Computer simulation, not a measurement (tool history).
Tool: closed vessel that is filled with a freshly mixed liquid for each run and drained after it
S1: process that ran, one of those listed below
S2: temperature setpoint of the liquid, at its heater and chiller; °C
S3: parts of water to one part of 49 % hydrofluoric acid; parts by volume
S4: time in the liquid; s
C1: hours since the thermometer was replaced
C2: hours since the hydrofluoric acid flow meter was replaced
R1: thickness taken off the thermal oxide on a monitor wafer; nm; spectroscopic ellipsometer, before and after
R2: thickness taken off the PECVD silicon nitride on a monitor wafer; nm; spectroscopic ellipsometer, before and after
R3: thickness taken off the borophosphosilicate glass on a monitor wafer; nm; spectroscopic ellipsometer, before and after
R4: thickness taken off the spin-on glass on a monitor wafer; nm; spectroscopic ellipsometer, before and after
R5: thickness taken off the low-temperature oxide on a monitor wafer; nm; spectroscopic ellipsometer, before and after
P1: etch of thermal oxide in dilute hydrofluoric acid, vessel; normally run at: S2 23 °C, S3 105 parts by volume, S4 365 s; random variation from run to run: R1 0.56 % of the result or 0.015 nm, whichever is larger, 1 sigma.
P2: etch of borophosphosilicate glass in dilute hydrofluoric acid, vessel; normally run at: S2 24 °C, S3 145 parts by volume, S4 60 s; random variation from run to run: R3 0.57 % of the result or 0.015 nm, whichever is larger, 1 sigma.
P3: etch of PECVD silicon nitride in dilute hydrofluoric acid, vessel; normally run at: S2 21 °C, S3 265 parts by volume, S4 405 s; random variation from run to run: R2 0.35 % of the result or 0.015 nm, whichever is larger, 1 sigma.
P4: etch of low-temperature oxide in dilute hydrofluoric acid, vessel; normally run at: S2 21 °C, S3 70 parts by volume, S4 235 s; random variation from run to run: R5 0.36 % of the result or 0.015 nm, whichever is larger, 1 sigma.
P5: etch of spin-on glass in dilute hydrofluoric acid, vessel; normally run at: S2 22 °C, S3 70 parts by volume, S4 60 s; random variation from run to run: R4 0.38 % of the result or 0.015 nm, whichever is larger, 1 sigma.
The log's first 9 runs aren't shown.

run	day	S1	S2	S3	S4	C1	C2	R1	R2	R3	R4	R5
10	2.054	P1	23	105	365	1360.6	433.2	15.617				
11	2.258	P1	23	105	365	1365.5	438.1	15.426				
12	2.396	P3	21	80	405	1368.8	441.4		23.453			
13	2.554	P5	27.5	70	60	1372.6	445.2				59.359	
14	2.779	P1	23	155	365	1378	450.6	10.049				
15	3.008	P4	21	70	235	1383.5	456.1					38.882
16	3.154	P4	21	70	120	1387	459.6					19.728
17	3.288	P1	23	105	365	1390.2	462.8	15.734				
18	3.558	P1	23	105	680	1396.7	469.3	29.045				
19	3.812	P1	23	50	365	1402.8	475.4	35.203				
20	4.008	P4	21	35	235	1407.5	480.1					80.678
21	4.175	P2	24	145	60	1411.5	484.1			26.162		
22	4.3	P1	31	105	365	1414.5	487.1	21.294				
23	4.492	P2	24	145	30	1419.1	491.7			13.203		
24	4.725	P2	24	35	60	1424.7	497.3			125.07		

Run 25 comes next. What will it give?
25	4.85	P5	22	125	60	1427.7	500.3				?	

R4: 25.089 nm

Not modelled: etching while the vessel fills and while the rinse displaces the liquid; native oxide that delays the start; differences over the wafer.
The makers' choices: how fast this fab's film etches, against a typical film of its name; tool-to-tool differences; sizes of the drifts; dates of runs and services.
